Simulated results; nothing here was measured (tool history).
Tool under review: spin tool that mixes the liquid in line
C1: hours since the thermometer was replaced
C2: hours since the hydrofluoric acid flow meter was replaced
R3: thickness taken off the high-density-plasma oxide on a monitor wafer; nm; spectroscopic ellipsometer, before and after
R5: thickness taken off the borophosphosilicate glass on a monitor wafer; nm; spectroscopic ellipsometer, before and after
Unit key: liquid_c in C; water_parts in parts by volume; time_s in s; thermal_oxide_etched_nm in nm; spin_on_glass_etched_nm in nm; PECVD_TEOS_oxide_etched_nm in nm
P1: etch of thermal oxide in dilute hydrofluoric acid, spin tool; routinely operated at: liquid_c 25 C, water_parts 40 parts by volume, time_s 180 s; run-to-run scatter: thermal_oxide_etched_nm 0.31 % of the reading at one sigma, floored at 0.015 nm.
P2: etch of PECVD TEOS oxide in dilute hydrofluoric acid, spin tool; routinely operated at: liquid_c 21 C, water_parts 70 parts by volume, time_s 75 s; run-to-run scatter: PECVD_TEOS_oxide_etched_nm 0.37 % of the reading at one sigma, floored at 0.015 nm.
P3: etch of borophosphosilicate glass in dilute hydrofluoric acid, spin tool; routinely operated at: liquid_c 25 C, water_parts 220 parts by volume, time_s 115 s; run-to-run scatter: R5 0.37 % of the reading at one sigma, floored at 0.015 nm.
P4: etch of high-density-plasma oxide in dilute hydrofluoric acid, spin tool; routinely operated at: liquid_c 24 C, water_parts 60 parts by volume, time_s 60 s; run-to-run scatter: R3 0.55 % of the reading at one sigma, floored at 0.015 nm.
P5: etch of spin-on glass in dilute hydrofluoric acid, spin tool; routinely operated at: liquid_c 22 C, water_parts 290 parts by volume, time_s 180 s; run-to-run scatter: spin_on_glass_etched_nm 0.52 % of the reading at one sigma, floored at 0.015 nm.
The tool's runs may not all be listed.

{"run": 1, "hour": 4.6, "process": "P1", "liquid_c": 25, "water_parts": 40, "time_s": 180, "C1": 511.1, "C2": 1260.4, "thermal_oxide_etched_nm": 22.664}
{"run": 2, "hour": 8.9, "process": "P5", "liquid_c": 22, "water_parts": 290, "time_s": 180, "C1": 515.4, "C2": 1264.7, "spin_on_glass_etched_nm": 17.861}
{"run": 3, "hour": 14.4, "process": "P4", "liquid_c": 24, "water_parts": 60, "time_s": 60, "C1": 520.9, "C2": 1270.2, "R3": 6.0928}
{"run": 4, "hour": 22.1, "process": "P1", "liquid_c": 25, "water_parts": 40, "time_s": 95, "C1": 528.6, "C2": 1277.9, "thermal_oxide_etched_nm": 12.024}
{"run": 5, "hour": 27.8, "process": "P1", "liquid_c": 25, "water_parts": 20, "time_s": 180, "C1": 534.3, "C2": 1283.6, "thermal_oxide_etched_nm": 46.448}
{"run": 6, "hour": 32.1, "process": "P1", "liquid_c": 18, "water_parts": 40, "time_s": 180, "C1": 538.6, "C2": 1287.9, "thermal_oxide_etched_nm": 16.776}
{"hour": 37.5, "done": "thermometer replaced"}
{"run": 7, "hour": 39.0, "process": "P2", "liquid_c": 21, "water_parts": 70, "time_s": 75, "C1": 1.6, "C2": 1294.8, "PECVD_TEOS_oxide_etched_nm": 10.106}
{"run": 8, "hour": 43.6, "process": "P4", "liquid_c": 29, "water_parts": 60, "time_s": 60, "C1": 6.2, "C2": 1299.4, "R3": 7.5249}
{"run": 9, "hour": 48.7, "process": "P2", "liquid_c": 17, "water_parts": 70, "time_s": 75, "C1": 11.3, "C2": 1304.5, "PECVD_TEOS_oxide_etched_nm": 8.5546}
{"run": 10, "hour": 54.1, "process": "P3", "liquid_c": 25, "water_parts": 220, "time_s": 225, "C1": 16.7, "C2": 1309.9, "R5": 49.335}
{"run": 11, "hour": 58.9, "process": "P1", "liquid_c": 25, "water_parts": 40, "time_s": 180, "C1": 21.5, "C2": 1314.7, "thermal_oxide_etched_nm": 22.62}
{"run": 12, "hour": 63.1, "process": "P2", "liquid_c": 21, "water_parts": 70, "time_s": 135, "C1": 25.7, "C2": 1318.9, "PECVD_TEOS_oxide_etched_nm": 18.166}
{"run": 13, "hour": 69.0, "process": "P2", "liquid_c": 21, "water_parts": 120, "time_s": 75, "C1": 31.6, "C2": 1324.8, "PECVD_TEOS_oxide_etched_nm": 5.5722}
{"run": 14, "hour": 76.0, "process": "P1", "liquid_c": 25, "water_parts": 40, "time_s": 180, "C1": 38.6, "C2": 1331.8, "thermal_oxide_etched_nm": 22.612}
{"run": 15, "hour": 80.5, "process": "P3", "liquid_c": 32.5, "water_parts": 220, "time_s": 115, "C1": 43.1, "C2": 1336.3, "R5": 32.773}
{"run": 16, "hour": 84.2, "process": "P5", "liquid_c": 22, "water_parts": 290, "time_s": 35, "C1": 46.8, "C2": 1340, "spin_on_glass_etched_nm": 3.4824}
{"run": 17, "hour": 90.2, "process": "P1", "liquid_c": 25, "water_parts": 40, "time_s": 180, "C1": 52.8, "C2": 1346, "thermal_oxide_etched_nm": 22.542}
{"run": 18, "hour": 97.2, "process": "P3", "liquid_c": 25, "water_parts": 220, "time_s": 115, "C1": 59.8, "C2": 1353, "R5": 25.261}
{"run": 19, "hour": 104.5, "process": "P5", "liquid_c": 22, "water_parts": 290, "time_s": 180, "C1": 67.1, "C2": 1360.3, "spin_on_glass_etched_nm": 17.92}
{"run": 20, "hour": 111.3, "process": "P1", "liquid_c": 25, "water_parts": 40, "time_s": 180, "C1": 73.9, "C2": 1367.1, "thermal_oxide_etched_nm": 22.63}
{"run": 21, "hour": 116.1, "process": "P1", "liquid_c": 25, "water_parts": 65, "time_s": 180, "C1": 78.7, "C2": 1371.9, "thermal_oxide_etched_nm": 13.421}
{"run": 22, "hour": 121.6, "process": "P1", "liquid_c": 25, "water_parts": 40, "time_s": 180, "C1": 84.2, "C2": 1377.4, "thermal_oxide_etched_nm": 22.703}
{"run": 23, "hour": 127.2, "process": "P1", "liquid_c": 25, "water_parts": 40, "time_s": 180, "C1": 89.8, "C2": 1383, "thermal_oxide_etched_nm": 22.738}
{"run": 24, "hour": 133.5, "process": "P4", "liquid_c": 24, "water_parts": 20, "time_s": 60, "C1": 96.1, "C2": 1389.3, "R3": 19.301}
{"run": 25, "hour": 137.4, "process": "P4", "liquid_c": 24, "water_parts": 60, "time_s": 20, "C1": 100, "C2": 1393.2, "R3": 2.0562}
{"run": 26, "hour": 144.5, "process": "P5", "liquid_c": 22, "water_parts": 50, "time_s": 180, "C1": 107.1, "C2": 1400.3, "spin_on_glass_etched_nm": 133.27}
{"run": 27, "hour": 150.1, "process": "P1", "liquid_c": 25, "water_parts": 40, "time_s": 320, "C1": 112.7, "C2": 1405.9, "thermal_oxide_etched_nm": 40.054}
{"run": 28, "hour": 153.9, "process": "P1", "liquid_c": 29.5, "water_parts": 40, "time_s": 180, "C1": 116.5, "C2": 1409.7, "thermal_oxide_etched_nm": 27.034}
{"run": 29, "hour": 161.1, "process": "P1", "liquid_c": 21, "water_parts": 65, "time_s": 180, "C1": 123.7, "C2": 1416.9, "thermal_oxide_etched_nm": 11.432}
{"hour": 161.5, "done": "hydrofluoric acid flow meter replaced"}
{"run": 30, "hour": 166.4, "process": "P5", "liquid_c": 18, "water_parts": 290, "time_s": 180, "C1": 129, "C2": 5, "spin_on_glass_etched_nm": 15.335}
{"run": 31, "hour": 174.4, "process": "P3", "liquid_c": 25, "water_parts": 325, "time_s": 115, "C1": 137, "C2": 13, "R5": 15.384}
{"run": 32, "hour": 182.6, "process": "P1", "liquid_c": 25, "water_parts": 40, "time_s": 180, "C1": 145.2, "C2": 21.2, "thermal_oxide_etched_nm": 22.545}
{"run": 33, "hour": 188.7, "process": "P1", "liquid_c": 25, "water_parts": 40, "time_s": 180, "C1": 151.3, "C2": 27.3, "thermal_oxide_etched_nm": 21.715}
{"run": 34, "hour": 193.1, "process": "P1", "liquid_c": 25, "water_parts": 40, "time_s": 180, "C1": 155.7, "C2": 31.7, "thermal_oxide_etched_nm": 21.281}
{"run": 35, "hour": 197.0, "process": "P1", "liquid_c": 25, "water_parts": 40, "time_s": 180, "C1": 159.6, "C2": 35.6, "thermal_oxide_etched_nm": 21.211}
{"run": 36, "hour": 203.3, "process": "P1", "liquid_c": 25, "water_parts": 40, "time_s": 180, "C1": 165.9, "C2": 41.9, "thermal_oxide_etched_nm": 20.92}
{"run": 37, "hour": 211.8, "process": "P1", "liquid_c": 25, "water_parts": 40, "time_s": 180, "C1": 174.4, "C2": 50.4, "thermal_oxide_etched_nm": 20.805}
{"run": 38, "hour": 218.8, "process": "P1", "liquid_c": 25, "water_parts": 40, "time_s": 180, "C1": 181.4, "C2": 57.4, "thermal_oxide_etched_nm": 20.699}

P1 no longer gives what it gave before; its output has crept away from where it was. The following 2 causes, each at its listed size, fit the log equally well:
A: liquid colder than its thermometer reads (K) = 2.04
B: hydrofluoric acid flow below the setpoint (%) = 7.65
The process output started creeping at around hour 182.6.

Question marks stand in for the results of the 4 check runs listed below, each run on one wafer. Under which run would the listed causes show clearly different results?
{"run": "check 1", "hour": 225.8, "process": "P5", "liquid_c": 22, "water_parts": 60, "time_s": 80, "spin_on_glass_etched_nm": "?"}
{"run": "check 2", "hour": 225.8, "process": "P2", "liquid_c": 21, "water_parts": 100, "time_s": 125, "PECVD_TEOS_oxide_etched_nm": "?"}
{"run": "check 3", "hour": 225.8, "process": "P4", "liquid_c": 27.5, "water_parts": 60, "time_s": 30, "R3": "?"}
{"run": "check 4", "hour": 225.8, "process": "P3", "liquid_c": 30, "water_parts": 220, "time_s": 205, "R5": "?"}

What each check would give under each cause:
check=check_1 result=spin_on_glass_etched_nm if_A=44.928 if_B=44.911
check=check_2 result=PECVD_TEOS_oxide_etched_nm if_A=10.478 if_B=10.424
check=check_3 result=R3 if_A=3.247 if_B=3.2308
check=check_4 result=R5 if_A=49.97 if_B=48.451
Gap, in per cent, between the two causes that each check separates least, read from the result that separates them most: check 1 0.04 %; check 2 0.52 %; check 3 0.5 %; check 4 3.09 %
Check 4 distinguishes between the causes, while the remaining checks would return nearly the same result for all of them.

After running check 4, the following was obtained: R5 50.115 nm. Which cause does this point to?

A is the cause: liquid colder than its thermometer reads (K).
